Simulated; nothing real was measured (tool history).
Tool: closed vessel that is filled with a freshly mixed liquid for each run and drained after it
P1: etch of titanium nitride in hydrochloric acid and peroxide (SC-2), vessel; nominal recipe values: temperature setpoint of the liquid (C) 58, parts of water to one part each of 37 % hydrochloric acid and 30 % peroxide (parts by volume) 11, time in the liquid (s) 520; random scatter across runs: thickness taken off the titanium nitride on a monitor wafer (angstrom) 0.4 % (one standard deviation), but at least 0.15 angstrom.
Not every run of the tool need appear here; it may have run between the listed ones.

run	hour	temperature setpoint of the liquid (C)	parts of water to one part each of 37 % hydrochloric acid and 30 % peroxide (parts by volume)	time in the liquid (s)	hours since the thermometer was replaced	hours since the chemicals flow meter was replaced	hours since the drum of peroxide was connected	thickness taken off the titanium nitride on a monitor wafer (angstrom)
1	10.6	58	11	520	1260.1	210	970.1	256.65
2	21.2	72	11	520	1270.7	220.6	980.7	600.42
3	30	58	11	520	1279.5	229.4	989.5	255.64
4	38.6	58	11	30	1288.1	238	998.1	14.979
5	45.1	58	11	520	1294.6	244.5	1004.6	257.75
6	54.8	70	11	885	1304.3	254.2	1014.3	904.97
7	65.4	58	4	520	1314.9	264.8	1024.9	555.89
8	75.4	58	11	520	1324.9	274.8	1034.9	257.17
9	81.5	44.5	11	520	1331	280.9	1041	105.05
10	88.8	58	11	520	1338.3	288.2	1048.3	257.22
11	100.7	58	16.5	520	1350.2	300.1	1060.2	180.16
12	110.6	58	11	1020	1360.1	310	1070.1	500.93

Run 13, settings as shown, results not yet in. Your forecast:
13	121.9	58	11	520	1371.4	321.3	1081.4	?

{"run 13": {"thickness taken off the titanium nitride on a monitor wafer (angstrom)": 254.93}}
